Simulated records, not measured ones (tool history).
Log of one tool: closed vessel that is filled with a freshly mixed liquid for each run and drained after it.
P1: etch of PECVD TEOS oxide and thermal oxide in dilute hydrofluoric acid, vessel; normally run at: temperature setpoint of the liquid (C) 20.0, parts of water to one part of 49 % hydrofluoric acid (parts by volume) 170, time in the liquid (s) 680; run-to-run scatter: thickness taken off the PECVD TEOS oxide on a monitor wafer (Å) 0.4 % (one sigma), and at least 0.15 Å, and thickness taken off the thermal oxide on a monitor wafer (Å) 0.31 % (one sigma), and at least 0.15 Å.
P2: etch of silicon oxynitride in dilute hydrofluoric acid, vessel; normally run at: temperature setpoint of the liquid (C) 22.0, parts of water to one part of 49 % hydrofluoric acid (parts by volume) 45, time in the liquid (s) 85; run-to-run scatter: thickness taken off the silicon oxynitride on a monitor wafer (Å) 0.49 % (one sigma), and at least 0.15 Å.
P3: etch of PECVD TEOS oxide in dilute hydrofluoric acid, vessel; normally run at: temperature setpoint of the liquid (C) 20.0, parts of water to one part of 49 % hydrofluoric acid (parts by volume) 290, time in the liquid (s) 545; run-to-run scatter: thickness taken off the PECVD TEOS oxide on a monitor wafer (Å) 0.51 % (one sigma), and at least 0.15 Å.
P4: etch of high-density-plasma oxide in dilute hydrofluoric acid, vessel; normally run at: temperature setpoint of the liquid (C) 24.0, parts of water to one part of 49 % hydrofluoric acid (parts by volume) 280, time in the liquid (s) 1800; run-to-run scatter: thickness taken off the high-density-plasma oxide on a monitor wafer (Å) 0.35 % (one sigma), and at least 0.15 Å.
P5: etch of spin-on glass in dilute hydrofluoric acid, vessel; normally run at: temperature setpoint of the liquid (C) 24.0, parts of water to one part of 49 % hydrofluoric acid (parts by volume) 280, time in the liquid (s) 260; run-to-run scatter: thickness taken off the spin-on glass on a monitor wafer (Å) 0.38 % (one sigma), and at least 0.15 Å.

run	hour	process that ran	temperature setpoint of the liquid (C)	parts of water to one part of 49 % hydrofluoric acid (parts by volume)	time in the liquid (s)	hours since the thermometer was replaced	hours since the hydrofluoric acid flow meter was replaced	thickness taken off the PECVD TEOS oxide on a monitor wafer (Å)	thickness taken off the thermal oxide on a monitor wafer (Å)	thickness taken off the high-density-plasma oxide on a monitor wafer (Å)	thickness taken off the spin-on glass on a monitor wafer (Å)	thickness taken off the silicon oxynitride on a monitor wafer (Å)
1	13.1	P1	20.0	170	680	744.8	1571.9	463.9900	158.170			
2	22.8	P4	24.0	280	3510	754.5	1581.6			512.09		
3	35.2	P1	17.0	115	680	766.9	1594.0	643.4800	219.220			
4	51.9	P4	24.0	280	1800	783.6	1610.7			262.41		
5	66.7	P5	24.0	450	260	798.4	1625.5				215.420	
6	76.3	P2	22.0	45	150	808.0	1635.1					78.240
7	85.2	P2	22.0	45	85	816.9	1644.0					43.514
8	97.2	P1	20.0	170	680	828.9	1656.0	466.3800	158.680			
9	113.7	P1	28.0	170	680	845.4	1672.5	627.6600	213.600			
10	132.2	P3	20.0	290	30	863.9	1691.0	6.3697				
11	147.9	P3	17.0	290	545	879.6	1706.7	101.3500				
12	158.5	P1	20.0	170	680	890.2	1717.3	467.9900	158.730			
13	170.3	P1	20.0	170	680	902.0	1729.1	463.7500	158.550			
14	185.2	P1	20.0	170	680	916.9	1744.0	464.6800	157.970			
15	202.5	P5	24.0	280	260	934.2	1761.3				404.380	
16	211.3	P5	17.0	280	260	943.0	1770.1				312.010	
17	220.4	P1	17.0	170	680	952.1	1779.2	413.2000	139.730			
18	234.2	P1	27.0	170	385	965.9	1793.0	342.8300	116.830			
19	247.1	P1	20.0	250	680	978.8	1805.9	293.4100	99.809			
20	265.7	P1	26.0	75	680	997.4	1824.5	1496.7000	505.620			
21	277.9	P1	20.0	170	225	1009.6	1836.7	154.3400	52.555			
22	289.0	P2	22.0	45	85	1020.7	1847.8					44.225
23	305.7	P4	19.5	280	1800	1037.4	1864.5			222.57		
24	320.1	P5	24.0	280	260	1051.8	1878.9				405.250	
25	329.9	P3	20.0	395	545	1061.6	1888.7	76.6140				
26	343.8	P2	22.0	20	85	1075.5	1902.6					100.700
27	359.6	P5	24.0	280	30	1091.3	1918.4				46.667	
28	374.2	P1	20.0	90	680	1105.9	1933.0	963.6300	326.080			
29	384.5	P1	20.0	170	680	1116.2	1943.3	463.8100	158.390			
30	400.8	P1	20.0	170	1285	1132.5	1959.6	880.6600	299.040			
31	416.4	P4	24.0	155	1800	1148.1	1975.2			540.05		
32	429.9	P2	17.0	45	85	1161.6	1988.7					34.086
33	443.5	P3	20.0	290	545	1175.2	2002.3	114.4500				
34	453.0	P1	20.0	170	680	1184.7	2011.8	464.6700	159.020			
35	462.0	P1	20.0	170	680	1193.7	2020.8	453.9200	153.450			
36	477.2	P1	20.0	170	680	1208.9	2036.0	442.9600	151.440			
37	488.8	P1	20.0	170	680	1220.5	2047.6	438.4900	148.990			
38	503.9	P1	20.0	170	680	1235.6	2062.7	436.4100	149.280			
39	516.5	P1	20.0	170	680	1248.2	2075.3	434.3800	148.250			
40	526.7	P1	20.0	170	680	1258.4	2085.5	437.0300	147.800			

What P1 gives has crept away from where it was. These 2 causes fit the log equally well, each at the size given:
A: liquid colder than its thermometer reads (K) = 1.65
B: hydrofluoric acid flow below the setpoint (%) = 5.38
The creep began at about hour 453.0.

4 check runs are offered, each on 2 wafers whose results are averaged, their results left as question marks. Which one tells the causes apart?
check 1	536.9	P3	17.0	290	40			?				
check 2	536.9	P2	17.0	25	85							?
check 3	536.9	P4	24.0	195	2470					?		
check 4	536.9	P5	18.5	280	260						?	

What each check would give under each cause:
check	result	if A	if B
check 1	thickness taken off the PECVD TEOS oxide on a monitor wafer (Å)	7.0111	6.9715
check 2	thickness taken off the silicon oxynitride on a monitor wafer (Å)	57.052	58.852
check 3	thickness taken off the high-density-plasma oxide on a monitor wafer (Å)	529.75	526.85
check 4	thickness taken off the spin-on glass on a monitor wafer (Å)	310.310	308.280
How far apart the two closest causes lie, in the result that separates them most: check 1 0.57 %; check 2 3.11 %; check 3 0.55 %; check 4 0.66 %
Check 2 tells the causes apart: in the others they would give nearly the same result.

Then check 2 was run and gave: thickness taken off the silicon oxynitride on a monitor wafer (Å) 57.056. Which cause is it?

It is A: liquid colder than its thermometer reads (K).
